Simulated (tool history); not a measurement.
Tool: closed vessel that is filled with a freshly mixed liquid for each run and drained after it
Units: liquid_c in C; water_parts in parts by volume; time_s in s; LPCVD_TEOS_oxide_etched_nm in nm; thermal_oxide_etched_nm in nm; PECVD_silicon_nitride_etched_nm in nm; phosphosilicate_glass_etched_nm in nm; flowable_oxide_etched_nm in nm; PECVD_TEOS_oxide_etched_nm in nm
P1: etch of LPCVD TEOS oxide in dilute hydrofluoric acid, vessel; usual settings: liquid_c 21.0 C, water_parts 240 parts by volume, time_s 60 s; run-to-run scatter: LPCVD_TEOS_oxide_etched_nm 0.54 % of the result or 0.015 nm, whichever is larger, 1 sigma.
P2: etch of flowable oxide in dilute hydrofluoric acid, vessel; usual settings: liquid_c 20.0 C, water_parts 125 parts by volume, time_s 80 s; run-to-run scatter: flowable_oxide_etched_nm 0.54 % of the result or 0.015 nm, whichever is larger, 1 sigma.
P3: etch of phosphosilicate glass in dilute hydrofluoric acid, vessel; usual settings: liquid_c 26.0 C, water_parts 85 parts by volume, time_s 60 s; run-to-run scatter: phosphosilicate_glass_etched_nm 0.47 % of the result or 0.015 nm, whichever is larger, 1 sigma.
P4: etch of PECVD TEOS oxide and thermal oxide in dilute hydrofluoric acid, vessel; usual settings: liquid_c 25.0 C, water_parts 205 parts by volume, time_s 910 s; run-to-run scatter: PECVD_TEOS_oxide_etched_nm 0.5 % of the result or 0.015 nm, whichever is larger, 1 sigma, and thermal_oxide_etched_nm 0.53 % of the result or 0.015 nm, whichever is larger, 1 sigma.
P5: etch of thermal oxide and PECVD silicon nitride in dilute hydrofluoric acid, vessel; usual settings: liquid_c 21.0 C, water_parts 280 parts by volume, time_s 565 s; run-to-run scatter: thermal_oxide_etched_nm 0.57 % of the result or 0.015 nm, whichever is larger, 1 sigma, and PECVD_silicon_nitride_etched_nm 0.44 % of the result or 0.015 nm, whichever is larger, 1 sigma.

run   hour  process  liquid_c  water_parts  time_s  hours since the thermometer was replaced  hours since the hydrofluoric acid flow meter was replaced  LPCVD_TEOS_oxide_etched_nm  thermal_oxide_etched_nm  PECVD_silicon_nitride_etched_nm  phosphosilicate_glass_etched_nm  flowable_oxide_etched_nm  PECVD_TEOS_oxide_etched_nm
  1    4.5       P1      21.0          240      60                                     363.3                                                      416.9                      4.3994
  2    8.4       P5      21.0          280    1000                                     367.2                                                      420.8                                              12.1590                          12.2460
  3   10.6       P1      21.0          240      60                                     369.4                                                      423.0                      4.4097
  4   13.4       P1      21.0          240      60                                     372.2                                                      425.8                      4.3194
  5   16.1       P5      21.0          280     565                                     374.9                                                      428.5                                               6.8954                           6.8632
  6   18.5       P1      21.0          240      30                                     377.3                                                      430.9                      2.1880
  7   21.4       P1      21.0          240      60                                     380.2                                                      433.8                      4.3716
  8   24.5       P3      26.0           85      60                                     383.3                                                      436.9                                                                                                                 99.623
  9   29.0       P2      20.0          175      80                                     387.8                                                      441.4                                                                                                                                           20.994
 10   33.9       P1      21.0          110      60                                     392.7                                                      446.3                     10.9600
 11   37.2       P5      21.0          280     565                                     396.0                                                      449.6                                               6.9482                           6.8863
 12   40.7       P5      21.0          110     565                                     399.5                                                      453.1                                              20.9370                          17.1550
 13   44.5       P3      26.0           35      60                                     403.3                                                      456.9                                                                                                                260.680
 14   48.9       P1      21.0          430      60                                     407.7                                                      461.3                      2.0384
 15   52.3       P2      17.0          125      80                                     411.1                                                      464.7                                                                                                                                           27.439
 16   54.6       P3      31.5           85      60                                     413.4                                                      467.0                                                                                                                122.930
 17   57.6       P1      21.0          240      60                                     416.4                                                      470.0                      4.3476
 18   61.2       P1      21.0          430      30                                     420.0                                                      473.6                      1.0472
 19   64.6       P1      21.0          240      85                                     423.4                                                      477.0                      6.1848
 20   68.6       P2      20.0          125      80                                     427.4                                                      481.0                                                                                                                                           30.921
 21   71.4       P1      26.5          240      60                                     430.2                                                      483.8                      5.3036
 22   74.1       P3      26.0           85      30                                     432.9                                                      486.5                                                                                                                 49.647
 23   78.3       P4      25.0          205     910                                     437.1                                                      490.7                                              19.7100                                                                                                                 46.4310
 24   82.1       P1      17.0          240      60                                     440.9                                                      494.5                      3.7062
 25   85.3       P2      20.0          125     155                                     444.1                                                      497.7                                                                                                                                           59.382
 26   88.3       P4      25.0          365     910                                     447.1                                                      500.7                                               9.4089                                                                                                                 22.1410
 27   91.0       P1      21.0           50      35                                     449.8                                                      503.4                     14.9120
 28   95.4       P4      30.5          205     910                                     454.2                                                      507.8                                              23.7370                                                                                                                 56.4100
 29   97.6       P4      25.0          205      65                                     456.4                                                      510.0                                               1.3987                                                                                                                  3.3239
 30  101.3       P1      26.0          240      30                                     460.1                                                      513.7                      2.6187
 31  104.5       P2      20.0          125      80                                     463.3                                                      516.9                                                                                                                                           30.942
 32  106.7       P5      28.5          280     565                                     465.5                                                      519.1                                               8.8936                          10.9010
 33  109.8       P1      21.0          240      60                                     468.6                                                      522.2                      4.3643
 34  112.3       P1      21.0          240      60                                     471.1                                                      524.7                      4.4398
 35  116.2       P1      21.0          240      60                                     475.0                                                      528.6                      4.5508
 36  119.8       P1      21.0          240      60                                     478.6                                                      532.2                      4.5188
 37  124.1       P1      21.0          240      60                                     482.9                                                      536.5                      4.6082
 38  127.3       P1      21.0          240      60                                     486.1                                                      539.7                      4.6156
 39  131.6       P1      21.0          240      60                                     490.4                                                      544.0                      4.6676
 40  135.7       P1      21.0          240      60                                     494.5                                                      548.1                      4.6907
 41  139.7       P1      21.0          240      60                                     498.5                                                      552.1                      4.6962
 42  143.1       P1      21.0          240      60                                     501.9                                                      555.5                      4.6970

What P1 gives has crept away from where it was. These 2 causes fit the log equally well, each at the size given:
A: hydrofluoric acid flow above the setpoint (%) = 5.52
B: liquid hotter than its thermometer reads (K) = 1.79
The creep began at about hour 109.8.

4 check runs are offered, one wafer each, their results left as question marks. Which one tells the causes apart?
check 1  146.5       P3      26.0           85      60                                                                                                                                                                                                                           ?
check 2  146.5       P5      21.0          280     565                                                                                                                                                         ?                                ?
check 3  146.5       P2      20.0          125      80                                                                                                                                                                                                                                                     ?
check 4  146.5       P4      25.0          205     910                                                                                                                                                         ?                                                                                                                       ?

What each check would give under each cause:
  check                           result     if A     if B
check 1  phosphosilicate_glass_etched_nm  105.630  106.710
check 2          thermal_oxide_etched_nm   7.3778   7.3567
check 2  PECVD_silicon_nitride_etched_nm   7.2726   7.7221
check 3         flowable_oxide_etched_nm   32.827   33.188
check 4          thermal_oxide_etched_nm  20.9490  20.9290
check 4       PECVD_TEOS_oxide_etched_nm  49.4450  49.3990
How far apart the two closest causes lie, in the result that separates them most: check 1 1.02 %; check 2 6 %; check 3 1.09 %; check 4 0.09 %
Check 2 tells the causes apart: in the others they would give nearly the same result.

Then check 2 was run and gave: thermal_oxide_etched_nm 7.4092 nm; PECVD_silicon_nitride_etched_nm 7.2409 nm. Which cause is it?

It is A: hydrofluoric acid flow above the setpoint (%).

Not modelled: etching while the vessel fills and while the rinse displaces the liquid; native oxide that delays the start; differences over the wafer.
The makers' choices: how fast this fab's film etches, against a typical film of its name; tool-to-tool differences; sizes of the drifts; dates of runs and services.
